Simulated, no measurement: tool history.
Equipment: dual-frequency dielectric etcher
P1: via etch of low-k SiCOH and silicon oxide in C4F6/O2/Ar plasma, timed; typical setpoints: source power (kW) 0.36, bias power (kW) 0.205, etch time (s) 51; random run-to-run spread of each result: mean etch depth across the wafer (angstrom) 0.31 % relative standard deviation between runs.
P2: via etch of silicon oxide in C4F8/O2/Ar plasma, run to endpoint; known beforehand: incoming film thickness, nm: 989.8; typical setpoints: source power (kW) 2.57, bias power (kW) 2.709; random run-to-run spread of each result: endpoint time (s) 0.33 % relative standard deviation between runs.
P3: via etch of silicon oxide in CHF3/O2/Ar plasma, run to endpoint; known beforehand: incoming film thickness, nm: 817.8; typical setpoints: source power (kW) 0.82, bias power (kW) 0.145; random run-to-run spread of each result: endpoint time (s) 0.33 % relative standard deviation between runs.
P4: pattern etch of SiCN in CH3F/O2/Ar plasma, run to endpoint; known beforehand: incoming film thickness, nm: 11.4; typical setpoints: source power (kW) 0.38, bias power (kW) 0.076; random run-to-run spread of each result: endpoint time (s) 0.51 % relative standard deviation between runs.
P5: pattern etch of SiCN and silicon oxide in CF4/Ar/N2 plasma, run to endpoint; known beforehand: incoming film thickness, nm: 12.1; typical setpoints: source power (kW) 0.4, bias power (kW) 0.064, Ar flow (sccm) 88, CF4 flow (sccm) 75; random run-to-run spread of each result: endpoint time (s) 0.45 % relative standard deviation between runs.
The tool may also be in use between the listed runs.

run,hour,process that ran,source power (kW),bias power (kW),etch time (s),Ar flow (sccm),CF4 flow (sccm),mean etch depth across the wafer (angstrom),endpoint time (s)
1,6.7,P1,0.36,0.205,51,,,1326.2,
2,14.9,P1,0.36,0.205,67.5,,,1750.5,
3,22.3,P3,0.82,0.117,,,,,412.74
4,29.3,P4,0.38,0.076,,,,,31.817
5,37.9,P1,0.36,0.205,51,,,1321.6,
6,43.7,P1,0.36,0.12,51,,,1121.9,
7,50.7,P5,0.4,0.064,,64,75,,15.15
# hour 53.8: bias power generator calibrated
8,59.1,P4,0.38,0.104,,,,,28.344
9,67.7,P5,0.4,0.064,,88,44,,17.054
10,74.4,P5,0.55,0.064,,88,75,,11.92
11,82.5,P5,0.4,0.064,,88,75,,15.778
12,91.4,P1,0.36,0.205,37.5,,,969.92,
13,99.6,P1,0.36,0.205,51,,,1321.6,
14,107.1,P3,0.99,0.145,,,,,362.61
15,112.8,P2,2.57,2.709,,,,,160.36
16,121.2,P4,0.48,0.076,,,,,29.197
17,125.4,P1,0.36,0.205,51,,,1311.5,
18,133.7,P1,0.36,0.205,51,,,1316.5,
19,139.2,P2,2.57,2.045,,,,,173.64
# hour 147.5: source power generator calibrated
20,148.2,P3,0.82,0.145,,,,,390.82
21,155.8,P5,0.4,0.045,,88,75,,17.68
22,162.9,P1,0.45,0.276,51,,,1586.3,
23,170,P2,1.71,2.709,,,,,188.37
# hour 170.2: wet clean of the chamber
24,177.8,P5,0.4,0.064,,88,75,,15.72
25,183.6,P4,0.38,0.076,,,,,31.668
26,190.4,P1,0.36,0.205,51,,,1321.4,
27,197.2,P2,2.57,2.709,,,,,161.09
28,202.6,P1,0.36,0.205,51,,,1317.9,
29,208.5,P3,0.82,0.145,,,,,389.01
30,215.7,P1,0.21,0.205,51,,,1076.3,
31,223.8,P1,0.36,0.257,51,,,1427.9,
32,232.4,P1,0.51,0.205,51,,,1511.3,
33,238.3,P1,0.36,0.205,51,,,1319.1,
34,242.7,P1,0.36,0.205,51,,,1311.5,
35,247.8,P1,0.36,0.205,51,,,1308.6,
36,252.6,P1,0.36,0.205,51,,,1302.3,
# hour 257.9: wet clean of the chamber
37,262,P1,0.36,0.205,51,,,1299.9,
38,271.5,P1,0.36,0.205,51,,,1305.4,
39,280.4,P1,0.36,0.205,51,,,1307.7,

P1 has crept away from where it was. The log is fitted equally well by each of these 2 causes, at the sizes shown:
A: bias power that arrives under what is set, % = 4.6
B: source power that arrives under what is set, % = 3.9
The process output started creeping at around hour 238.3.
Excluded causes, each with its reason:
chamber walls in a state that lowers the etch rate, %: maintenance at hour 257.9, after the shift began, did not return the process to its former output

Each of the check runs listed below is run on 3 wafers and reports their average, with the results left as question marks. Pick the one under which the possible causes would lead to clearly different results.
check 1,289.3,P2,1.81,2.13,,,,,?
check 2,289.3,P4,0.38,0.095,,,,,?
check 3,289.3,P3,0.99,0.145,,,,,?
check 4,289.3,P5,0.49,0.064,,64,75,,?

If the cause were each of the candidates in turn, the checks would give the following:
check,result,if A,if B
check 1,endpoint time (s),201.09,201.51
check 2,endpoint time (s),29.642,29.556
check 3,endpoint time (s),367.15,367.57
check 4,endpoint time (s),12.779,13.056
How far apart the two closest causes lie, in the result that separates them most: check 1 0.21 %; check 2 0.29 %; check 3 0.11 %; check 4 2.14 %
Only check 4 tells the causes apart: in the others they would give nearly the same result.

Running check 4 produced the following: endpoint time (s) 13.042. Which one of the listed causes fits?

Of the candidate causes, it is B: source power that arrives under what is set, %.
